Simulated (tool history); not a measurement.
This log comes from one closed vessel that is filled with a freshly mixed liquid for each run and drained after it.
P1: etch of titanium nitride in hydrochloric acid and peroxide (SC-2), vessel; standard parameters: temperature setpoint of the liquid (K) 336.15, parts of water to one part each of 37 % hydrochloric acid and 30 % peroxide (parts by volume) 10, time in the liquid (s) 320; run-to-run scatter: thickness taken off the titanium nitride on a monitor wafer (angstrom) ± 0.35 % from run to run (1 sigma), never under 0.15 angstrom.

| run | day | temperature setpoint of the liquid (K) | parts of water to one part each of 37 % hydrochloric acid and 30 % peroxide (parts by volume) | time in the liquid (s) | hours since the thermometer was replaced | hours since the chemicals flow meter was replaced | hours since the drum of peroxide was connected | thickness taken off the titanium nitride on a monitor wafer (angstrom) |
|---|---|---|---|---|---|---|---|---|
| 1 | 0.425 | 336.15 | 10 | 320 | 1700.1 | 642.5 | 247.8 | 203.22 |
| 2 | 0.879 | 336.15 | 16.5 | 320 | 1711 | 653.4 | 258.7 | 132.33 |
| 3 | 1.438 | 326.65 | 5 | 320 | 1724.4 | 666.8 | 272.1 | 190.82 |
| 4 | 2.075 | 319.65 | 10 | 320 | 1739.7 | 682.1 | 287.4 | 69.833 |
| 5 | 2.429 | 336.15 | 10 | 320 | 1748.2 | 690.6 | 295.9 | 203.33 |
| 6 | 3.012 | 345.15 | 10 | 320 | 1762.2 | 704.6 | 309.9 | 347.77 |
| 7 | 3.758 | 323.15 | 10 | 105 | 1780.1 | 722.5 | 327.8 | 28.889 |
| 8 | 4.375 | 323.65 | 10 | 500 | 1794.9 | 737.3 | 342.6 | 143.35 |
| 9 | 5.071 | 336.15 | 10 | 640 | 1811.6 | 754 | 359.3 | 404.38 |
| 10 | 5.842 | 336.15 | 4 | 320 | 1830.1 | 772.5 | 377.8 | 406.66 |
| 11 | 6.571 | 336.15 | 10 | 320 | 1847.6 | 790 | 395.3 | 202.34 |
| 12 | 7.321 | 336.15 | 10 | 35 | 1865.6 | 808 | 413.3 | 22.21 |
| 13 | 7.8 | 336.15 | 10 | 320 | 1877.1 | 819.5 | 424.8 | 204.1 |
| 14 | 8.283 | 336.15 | 10 | 320 | 1888.7 | 831.1 | 436.4 | 202.88 |
| 15 | 9.038 | 336.15 | 10 | 320 | 1906.8 | 849.2 | 454.5 | 210.15 |
| 16 | 9.733 | 336.15 | 10 | 320 | 1923.5 | 865.9 | 471.2 | 213.39 |
| 17 | 10.15 | 336.15 | 10 | 320 | 1933.5 | 875.9 | 481.2 | 214.87 |
| 18 | 10.767 | 336.15 | 10 | 320 | 1948.3 | 890.7 | 496 | 217.08 |
| 19 | 11.275 | 336.15 | 10 | 320 | 1960.5 | 902.9 | 508.2 | 216.65 |
| 20 | 11.917 | 336.15 | 10 | 320 | 1975.9 | 918.3 | 523.6 | 217.8 |
| 21 | 12.579 | 336.15 | 10 | 320 | 1991.8 | 934.2 | 539.5 | 217.54 |

What P1 gives has crept off from where it sat before. The 2 causes that follow fit the log equally well, each at the size noted:
A: chemicals flow above the setpoint (%) = 8.92
B: liquid hotter than its thermometer reads (K) = 1.16
The gradual shift began around day 8.283.
Ruled out, with reasons:
peroxide weaker than its label (%): at its largest 8, which would move thickness taken off the titanium nitride on a monitor wafer (angstrom) by -7.4 %, too little to match the creep or of the wrong sign

You are offered 4 check runs, listed below with question marks in place of their results; each one averages 2 wafers. Which run separates the listed causes by giving clearly different results for each?
| check 1 | 13.242 | 336.15 | 10 | 610 |  |  |  | ? |
| check 2 | 13.242 | 336.15 | 10 | 115 |  |  |  | ? |
| check 3 | 13.242 | 322.15 | 4 | 320 |  |  |  | ? |
| check 4 | 13.242 | 336.15 | 15.5 | 320 |  |  |  | ? |

Predicted outcomes, by check and by cause:
| check | result | if A | if B |
|---|---|---|---|
| check 1 | thickness taken off the titanium nitride on a monitor wafer (angstrom) | 415.47 | 415.69 |
| check 2 | thickness taken off the titanium nitride on a monitor wafer (angstrom) | 78.325 | 78.368 |
| check 3 | thickness taken off the titanium nitride on a monitor wafer (angstrom) | 174.65 | 178.42 |
| check 4 | thickness taken off the titanium nitride on a monitor wafer (angstrom) | 150.14 | 149.53 |
Smallest distance between any two causes, each pair judged by its most separating result, in per cent: check 1 0.05 %; check 2 0.05 %; check 3 2.13 %; check 4 0.4 %
Only check 3 tells the causes apart: in the others they would give nearly the same result.

Here is what check 3 returned: thickness taken off the titanium nitride on a monitor wafer (angstrom) 174.6. Which cause is it?

It is A: chemicals flow above the setpoint (%).

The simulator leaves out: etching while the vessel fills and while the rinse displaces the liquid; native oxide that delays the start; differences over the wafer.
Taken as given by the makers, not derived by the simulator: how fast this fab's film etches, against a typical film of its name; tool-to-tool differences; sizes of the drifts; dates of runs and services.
